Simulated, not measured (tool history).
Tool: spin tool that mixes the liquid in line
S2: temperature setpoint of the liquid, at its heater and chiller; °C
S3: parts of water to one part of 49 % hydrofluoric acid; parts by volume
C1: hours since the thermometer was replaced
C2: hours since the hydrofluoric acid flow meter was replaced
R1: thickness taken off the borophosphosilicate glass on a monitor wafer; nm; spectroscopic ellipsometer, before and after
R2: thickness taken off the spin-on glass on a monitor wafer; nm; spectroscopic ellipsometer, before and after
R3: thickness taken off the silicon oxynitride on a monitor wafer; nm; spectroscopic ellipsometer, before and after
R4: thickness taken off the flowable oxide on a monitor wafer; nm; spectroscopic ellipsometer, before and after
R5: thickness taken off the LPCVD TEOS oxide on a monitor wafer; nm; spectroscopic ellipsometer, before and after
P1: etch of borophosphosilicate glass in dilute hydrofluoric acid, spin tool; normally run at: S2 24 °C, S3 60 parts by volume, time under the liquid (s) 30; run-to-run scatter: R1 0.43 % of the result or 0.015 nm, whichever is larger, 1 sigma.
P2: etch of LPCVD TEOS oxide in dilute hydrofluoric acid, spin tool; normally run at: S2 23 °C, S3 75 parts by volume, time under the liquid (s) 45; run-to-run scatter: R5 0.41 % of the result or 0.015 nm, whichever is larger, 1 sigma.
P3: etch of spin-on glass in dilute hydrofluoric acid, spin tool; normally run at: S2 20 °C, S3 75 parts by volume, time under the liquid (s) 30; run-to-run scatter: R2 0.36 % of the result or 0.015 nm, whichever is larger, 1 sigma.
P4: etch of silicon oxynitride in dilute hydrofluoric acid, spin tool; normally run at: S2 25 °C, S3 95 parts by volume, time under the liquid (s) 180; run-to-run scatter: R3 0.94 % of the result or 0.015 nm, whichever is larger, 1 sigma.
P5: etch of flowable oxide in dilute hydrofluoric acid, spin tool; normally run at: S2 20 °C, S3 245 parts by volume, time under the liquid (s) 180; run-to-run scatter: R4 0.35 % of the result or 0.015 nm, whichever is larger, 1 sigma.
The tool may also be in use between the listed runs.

{"run": 1, "hour": 3.5, "process that ran": "P1", "S2": 24, "S3": 60, "time under the liquid (s)": 30, "C1": 291.4, "C2": 866, "R1": 41.266}
{"run": 2, "hour": 8.2, "process that ran": "P3", "S2": 24, "S3": 75, "time under the liquid (s)": 30, "C1": 296.1, "C2": 870.7, "R2": 18.872}
{"run": 3, "hour": 12.8, "process that ran": "P4", "S2": 25, "S3": 20, "time under the liquid (s)": 180, "C1": 300.7, "C2": 875.3, "R3": 14.107}
{"run": 4, "hour": 15.7, "process that ran": "P4", "S2": 19, "S3": 95, "time under the liquid (s)": 180, "C1": 303.6, "C2": 878.2, "R3": 2.1192}
{"run": 5, "hour": 21.5, "process that ran": "P1", "S2": 24, "S3": 35, "time under the liquid (s)": 30, "C1": 309.4, "C2": 884, "R1": 73.299}
{"run": 6, "hour": 26.7, "process that ran": "P5", "S2": 20, "S3": 245, "time under the liquid (s)": 180, "C1": 314.6, "C2": 889.2, "R4": 19.925}
{"run": 7, "hour": 29.5, "process that ran": "P3", "S2": 20, "S3": 75, "time under the liquid (s)": 60, "C1": 317.4, "C2": 892, "R2": 31.771}
{"run": 8, "hour": 35.4, "process that ran": "P2", "S2": 23, "S3": 20, "time under the liquid (s)": 45, "C1": 323.3, "C2": 897.9, "R5": 122.53}
{"run": 9, "hour": 40.0, "process that ran": "P1", "S2": 24, "S3": 60, "time under the liquid (s)": 30, "C1": 327.9, "C2": 902.5, "R1": 41.459}
{"run": 10, "hour": 44.6, "process that ran": "P1", "S2": 17, "S3": 60, "time under the liquid (s)": 30, "C1": 332.5, "C2": 907.1, "R1": 31.116}
{"run": 11, "hour": 49.2, "process that ran": "P5", "S2": 20, "S3": 445, "time under the liquid (s)": 180, "C1": 337.1, "C2": 911.7, "R4": 9.2152}
{"run": 12, "hour": 54.0, "process that ran": "P1", "S2": 24, "S3": 60, "time under the liquid (s)": 30, "C1": 341.9, "C2": 916.5, "R1": 41.374}
{"run": 13, "hour": 58.9, "process that ran": "P1", "S2": 24, "S3": 60, "time under the liquid (s)": 30, "C1": 346.8, "C2": 921.4, "R1": 41.765}
{"run": 14, "hour": 61.9, "process that ran": "P4", "S2": 25, "S3": 95, "time under the liquid (s)": 40, "C1": 349.8, "C2": 924.4, "R3": 0.61434}
{"run": 15, "hour": 67.2, "process that ran": "P1", "S2": 24, "S3": 60, "time under the liquid (s)": 15, "C1": 355.1, "C2": 929.7, "R1": 20.786}
{"run": 16, "hour": 70.1, "process that ran": "P1", "S2": 24, "S3": 60, "time under the liquid (s)": 60, "C1": 358, "C2": 932.6, "R1": 83.15}
{"run": 17, "hour": 75.0, "process that ran": "P2", "S2": 30, "S3": 75, "time under the liquid (s)": 45, "C1": 362.9, "C2": 937.5, "R5": 40.04}
{"run": 18, "hour": 79.1, "process that ran": "P1", "S2": 24, "S3": 60, "time under the liquid (s)": 30, "C1": 367, "C2": 941.6, "R1": 41.752}
{"run": 19, "hour": 84.4, "process that ran": "P4", "S2": 25, "S3": 95, "time under the liquid (s)": 180, "C1": 372.3, "C2": 946.9, "R3": 2.9051}
{"run": 20, "hour": 88.0, "process that ran": "P1", "S2": 30, "S3": 100, "time under the liquid (s)": 30, "C1": 375.9, "C2": 950.5, "R1": 29.928}
{"run": 21, "hour": 93.7, "process that ran": "P1", "S2": 24, "S3": 95, "time under the liquid (s)": 30, "C1": 381.6, "C2": 956.2, "R1": 24.982}
{"run": 22, "hour": 97.9, "process that ran": "P3", "S2": 20, "S3": 130, "time under the liquid (s)": 30, "C1": 385.8, "C2": 960.4, "R2": 8.5751}
{"run": 23, "hour": 101.2, "process that ran": "P5", "S2": 20, "S3": 245, "time under the liquid (s)": 295, "C1": 389.1, "C2": 963.7, "R4": 32.44}
{"run": 24, "hour": 106.9, "process that ran": "P2", "S2": 23, "S3": 75, "time under the liquid (s)": 15, "C1": 394.8, "C2": 969.4, "R5": 9.9723}
{"run": 25, "hour": 112.9, "process that ran": "P1", "S2": 31.5, "S3": 60, "time under the liquid (s)": 30, "C1": 400.8, "C2": 975.4, "R1": 56.136}
{"run": 26, "hour": 116.8, "process that ran": "P3", "S2": 20, "S3": 75, "time under the liquid (s)": 30, "C1": 404.7, "C2": 979.3, "R2": 15.727}
{"run": 27, "hour": 122.5, "process that ran": "P3", "S2": 20, "S3": 75, "time under the liquid (s)": 30, "C1": 410.4, "C2": 985, "R2": 15.953}
{"run": 28, "hour": 127.6, "process that ran": "P5", "S2": 27.5, "S3": 245, "time under the liquid (s)": 180, "C1": 415.5, "C2": 990.1, "R4": 26.064}
{"run": 29, "hour": 133.5, "process that ran": "P2", "S2": 23, "S3": 75, "time under the liquid (s)": 45, "C1": 421.4, "C2": 996, "R5": 30.008}
{"run": 30, "hour": 137.6, "process that ran": "P1", "S2": 24, "S3": 60, "time under the liquid (s)": 30, "C1": 425.5, "C2": 1000.1, "R1": 41.579}
{"run": 31, "hour": 142.2, "process that ran": "P1", "S2": 24, "S3": 60, "time under the liquid (s)": 30, "C1": 430.1, "C2": 1004.7, "R1": 41.469}
{"run": 32, "hour": 147.9, "process that ran": "P1", "S2": 24, "S3": 60, "time under the liquid (s)": 30, "C1": 435.8, "C2": 1010.4, "R1": 39.959}
{"run": 33, "hour": 152.2, "process that ran": "P1", "S2": 24, "S3": 60, "time under the liquid (s)": 30, "C1": 440.1, "C2": 1014.7, "R1": 39.255}
{"run": 34, "hour": 157.2, "process that ran": "P1", "S2": 24, "S3": 60, "time under the liquid (s)": 30, "C1": 445.1, "C2": 1019.7, "R1": 38.738}
{"run": 35, "hour": 160.0, "process that ran": "P1", "S2": 24, "S3": 60, "time under the liquid (s)": 30, "C1": 447.9, "C2": 1022.5, "R1": 38.423}
{"run": 36, "hour": 165.7, "process that ran": "P1", "S2": 24, "S3": 60, "time under the liquid (s)": 30, "C1": 453.6, "C2": 1028.2, "R1": 38.298}
{"run": 37, "hour": 168.4, "process that ran": "P1", "S2": 24, "S3": 60, "time under the liquid (s)": 30, "C1": 456.3, "C2": 1030.9, "R1": 38.368}
{"run": 38, "hour": 171.7, "process that ran": "P1", "S2": 24, "S3": 60, "time under the liquid (s)": 30, "C1": 459.6, "C2": 1034.2, "R1": 38.302}
{"run": 39, "hour": 177.1, "process that ran": "P1", "S2": 24, "S3": 60, "time under the liquid (s)": 30, "C1": 465, "C2": 1039.6, "R1": 38.379}

What P1 gives has crept away from where it was. These 2 causes fit the log equally well, each at the size given:
A: liquid colder than its thermometer reads (K) = 2.06
B: hydrofluoric acid flow below the setpoint (%) = 7.54
The creep began at about hour 142.2.

4 check runs are offered, one wafer each, their results left as question marks. Which one tells the causes apart?
{"run": "check 1", "hour": 182.5, "process that ran": "P2", "S2": 23, "S3": 45, "time under the liquid (s)": 45, "R5": "?"}
{"run": "check 2", "hour": 182.5, "process that ran": "P3", "S2": 20, "S3": 120, "time under the liquid (s)": 60, "R2": "?"}
{"run": "check 3", "hour": 182.5, "process that ran": "P5", "S2": 26.5, "S3": 430, "time under the liquid (s)": 180, "R4": "?"}
{"run": "check 4", "hour": 182.5, "process that ran": "P4", "S2": 25, "S3": 95, "time under the liquid (s)": 65, "R3": "?"}

What each check would give under each cause:
check=check_1 result=R5 if_A=47.979 if_B=48.138
check=check_2 result=R2 if_A=17.357 if_B=17.276
check=check_3 result=R4 if_A=11.156 if_B=10.666
check=check_4 result=R3 if_A=0.93177 if_B=0.94353
How far apart the two closest causes lie, in the result that separates them most: check 1 0.33 %; check 2 0.46 %; check 3 4.48 %; check 4 1.25 %
Check 3 tells the causes apart: in the others they would give nearly the same result.

Then check 3 was run and gave: R4 11.115 nm. Which cause is it?

It is A: liquid colder than its thermometer reads (K).
